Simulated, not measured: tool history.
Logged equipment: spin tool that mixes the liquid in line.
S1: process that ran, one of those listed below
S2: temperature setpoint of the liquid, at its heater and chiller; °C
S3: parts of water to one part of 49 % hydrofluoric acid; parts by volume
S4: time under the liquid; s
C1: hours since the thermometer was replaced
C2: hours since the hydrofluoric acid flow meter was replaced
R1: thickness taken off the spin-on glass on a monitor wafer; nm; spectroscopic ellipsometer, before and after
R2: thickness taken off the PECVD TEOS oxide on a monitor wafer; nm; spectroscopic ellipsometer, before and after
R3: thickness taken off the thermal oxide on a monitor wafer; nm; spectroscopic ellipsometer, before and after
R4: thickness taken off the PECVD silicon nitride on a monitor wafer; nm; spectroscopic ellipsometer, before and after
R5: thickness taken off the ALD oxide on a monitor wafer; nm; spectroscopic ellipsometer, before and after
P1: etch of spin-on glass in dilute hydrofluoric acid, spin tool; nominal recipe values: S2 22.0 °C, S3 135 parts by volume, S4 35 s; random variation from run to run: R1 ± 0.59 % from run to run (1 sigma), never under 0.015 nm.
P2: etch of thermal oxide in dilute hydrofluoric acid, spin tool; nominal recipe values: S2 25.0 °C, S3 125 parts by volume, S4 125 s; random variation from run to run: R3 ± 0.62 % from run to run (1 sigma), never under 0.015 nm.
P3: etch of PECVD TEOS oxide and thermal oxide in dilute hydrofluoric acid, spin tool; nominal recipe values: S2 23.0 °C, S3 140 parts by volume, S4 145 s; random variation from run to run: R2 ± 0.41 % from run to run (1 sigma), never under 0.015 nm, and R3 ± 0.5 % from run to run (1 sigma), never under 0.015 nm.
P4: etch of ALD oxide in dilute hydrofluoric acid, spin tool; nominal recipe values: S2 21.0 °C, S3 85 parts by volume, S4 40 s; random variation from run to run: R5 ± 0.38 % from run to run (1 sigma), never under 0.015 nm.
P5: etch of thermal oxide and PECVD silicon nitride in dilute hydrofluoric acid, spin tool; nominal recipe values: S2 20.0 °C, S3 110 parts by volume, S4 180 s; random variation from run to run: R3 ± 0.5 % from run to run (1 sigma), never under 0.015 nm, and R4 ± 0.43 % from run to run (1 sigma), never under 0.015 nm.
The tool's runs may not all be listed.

| run | hour | S1 | S2 | S3 | S4 | C1 | C2 | R1 | R2 | R3 | R4 | R5 |
|---|---|---|---|---|---|---|---|---|---|---|---|---|
| 1 | 9.8 | P1 | 22.0 | 135 | 35 | 992.1 | 652.3 | 5.9261 |  |  |  |  |
| 2 | 15.8 | P3 | 28.0 | 140 | 145 | 998.1 | 658.3 |  | 12.1570 | 5.4250 |  |  |
| 3 | 25.2 | P5 | 20.0 | 110 | 180 | 1007.5 | 667.7 |  |  | 6.4066 | 5.2980 |  |
| 4 | 33.3 | P3 | 23.0 | 220 | 145 | 1015.6 | 675.8 |  | 5.8452 | 2.6240 |  |  |
| 5 | 43.0 | P2 | 25.0 | 125 | 125 | 1025.3 | 685.5 |  |  | 4.8469 |  |  |
| 6 | 49.4 | P1 | 22.0 | 135 | 35 | 1031.7 | 691.9 | 5.9543 |  |  |  |  |
| 7 | 56.9 | P1 | 22.0 | 135 | 35 | 1039.2 | 699.4 | 5.9913 |  |  |  |  |
| 8 | 64.8 | P4 | 21.0 | 150 | 40 | 1047.1 | 707.3 |  |  |  |  | 6.4249 |
| 9 | 74.8 | P2 | 19.5 | 125 | 125 | 1057.1 | 717.3 |  |  | 3.9137 |  |  |
| 10 | 82.3 | P1 | 26.5 | 135 | 35 | 1064.6 | 724.8 | 7.1159 |  |  |  |  |
| 11 | 91.1 | P5 | 26.0 | 110 | 180 | 1073.4 | 733.6 |  |  | 8.1904 | 7.8905 |  |
| 12 | 102.7 | P1 | 22.0 | 135 | 15 | 1085.0 | 745.2 | 2.5022 |  |  |  |  |
| 13 | 109.2 | P1 | 22.0 | 135 | 35 | 1091.5 | 751.7 | 5.9522 |  |  |  |  |
| 14 | 120.9 | P2 | 25.0 | 125 | 245 | 1103.2 | 763.4 |  |  | 9.5925 |  |  |
| 15 | 130.6 | P4 | 21.0 | 85 | 40 | 1112.9 | 773.1 |  |  |  |  | 12.2330 |
| 16 | 138.4 | P4 | 21.0 | 85 | 40 | 1120.7 | 780.9 |  |  |  |  | 12.1930 |
| 17 | 145.3 | P1 | 22.0 | 135 | 35 | 1127.6 | 787.8 | 5.9518 |  |  |  |  |
| 18 | 153.6 | P4 | 17.0 | 85 | 40 | 1135.9 | 796.1 |  |  |  |  | 10.2850 |
| 19 | 162.6 | P1 | 22.0 | 135 | 35 | 1144.9 | 805.1 | 5.9245 |  |  |  |  |
| 20 | 172.5 | P5 | 20.0 | 110 | 300 | 1154.8 | 815.0 |  |  | 10.7580 | 8.8482 |  |
| 21 | 184.4 | P1 | 22.0 | 240 | 35 | 1166.7 | 826.9 | 2.9892 |  |  |  |  |
| 22 | 192.6 | P1 | 17.0 | 135 | 60 | 1174.9 | 835.1 | 8.3845 |  |  |  |  |
| 23 | 204.7 | P5 | 20.0 | 110 | 180 | 1187.0 | 847.2 |  |  | 6.4340 | 5.3461 |  |
| 24 | 215.4 | P3 | 23.0 | 140 | 230 | 1197.7 | 857.9 |  | 15.7630 | 7.0222 |  |  |
| 25 | 222.8 | P3 | 23.0 | 140 | 145 | 1205.1 | 865.3 |  | 10.0890 | 4.4792 |  |  |
| 26 | 233.2 | P4 | 21.0 | 85 | 60 | 1215.5 | 875.7 |  |  |  |  | 18.3300 |
| 27 | 243.7 | P1 | 22.0 | 135 | 50 | 1226.0 | 886.2 | 8.4627 |  |  |  |  |
| 28 | 252.5 | P1 | 22.0 | 40 | 35 | 1234.8 | 895.0 | 22.3680 |  |  |  |  |
| 29 | 259.6 | P2 | 25.0 | 55 | 125 | 1241.9 | 902.1 |  |  | 12.1620 |  |  |
| 30 | 266.4 | P1 | 17.0 | 135 | 35 | 1248.7 | 908.9 | 4.8881 |  |  |  |  |
| 31 | 278.0 | P1 | 22.0 | 135 | 35 | 1260.3 | 920.5 | 6.0237 |  |  |  |  |
| 32 | 283.5 | P5 | 20.0 | 20 | 180 | 1265.8 | 926.0 |  |  | 38.9630 | 27.7320 |  |
| 33 | 294.5 | P2 | 25.0 | 125 | 125 | 1276.8 | 937.0 |  |  | 4.9214 |  |  |
| 34 | 302.9 | P1 | 22.0 | 135 | 35 | 1285.2 | 945.4 | 5.9589 |  |  |  |  |
| 35 | 309.7 | P1 | 22.0 | 135 | 35 | 1292.0 | 952.2 | 6.0324 |  |  |  |  |
| 36 | 316.0 | P1 | 22.0 | 135 | 35 | 1298.3 | 958.5 | 6.1150 |  |  |  |  |
| 37 | 322.8 | P1 | 22.0 | 135 | 35 | 1305.1 | 965.3 | 6.1959 |  |  |  |  |
| 38 | 331.5 | P1 | 22.0 | 135 | 35 | 1313.8 | 974.0 | 6.2530 |  |  |  |  |
| 39 | 338.9 | P1 | 22.0 | 135 | 35 | 1321.2 | 981.4 | 6.2272 |  |  |  |  |
| 40 | 345.1 | P1 | 22.0 | 135 | 35 | 1327.4 | 987.6 | 6.2236 |  |  |  |  |
| 41 | 357.0 | P1 | 22.0 | 135 | 35 | 1339.3 | 999.5 | 6.2775 |  |  |  |  |
| 42 | 367.4 | P1 | 22.0 | 135 | 35 | 1349.7 | 1009.9 | 6.2856 |  |  |  |  |
| 43 | 373.2 | P1 | 22.0 | 135 | 35 | 1355.5 | 1015.7 | 6.2080 |  |  |  |  |
| 44 | 380.7 | P1 | 22.0 | 135 | 35 | 1363.0 | 1023.2 | 6.3460 |  |  |  |  |
| 45 | 390.1 | P1 | 22.0 | 135 | 35 | 1372.4 | 1032.6 | 6.3497 |  |  |  |  |

P1 no longer gives what it gave before; its output has crept away from where it was. The following 2 causes, each at its listed size, fit the log equally well:
A: liquid hotter than its thermometer reads (K) = 1.47
B: hydrofluoric acid flow above the setpoint (%) = 5.12
The gradual shift began around hour 302.9.

Listed below are the offered check runs, one wafer per run, with question marks in place of results. For which of them would the causes give clearly different outcomes?
| check 1 | 399.5 | P5 | 20.0 | 110 | 180 |  |  |  |  | ? | ? |  |
| check 2 | 399.5 | P4 | 21.0 | 85 | 40 |  |  |  |  |  |  | ? |
| check 3 | 399.5 | P2 | 25.0 | 125 | 125 |  |  |  |  | ? |  |  |
| check 4 | 399.5 | P3 | 23.0 | 140 | 145 |  |  |  | ? | ? |  |  |

How each check would come out, cause by cause:
| check | result | if A | if B |
|---|---|---|---|
| check 1 | R3 | 6.8498 | 6.8244 |
| check 1 | R4 | 5.8507 | 5.5634 |
| check 2 | R5 | 12.9320 | 12.8650 |
| check 3 | R3 | 5.1691 | 5.1749 |
| check 4 | R2 | 10.6240 | 10.6340 |
| check 4 | R3 | 4.6936 | 4.6981 |
Gap, in per cent, between the two causes that each check separates least, read from the result that separates them most: check 1 5.03 %; check 2 0.53 %; check 3 0.11 %; check 4 0.1 %
Check 1 distinguishes between the causes, while the remaining checks would return nearly the same result for all of them.

With check 1 done, the readings were: R3 6.8348 nm; R4 5.5630 nm. Identify which of the listed causes applies.

Of the candidate causes, it is B: hydrofluoric acid flow above the setpoint (%).
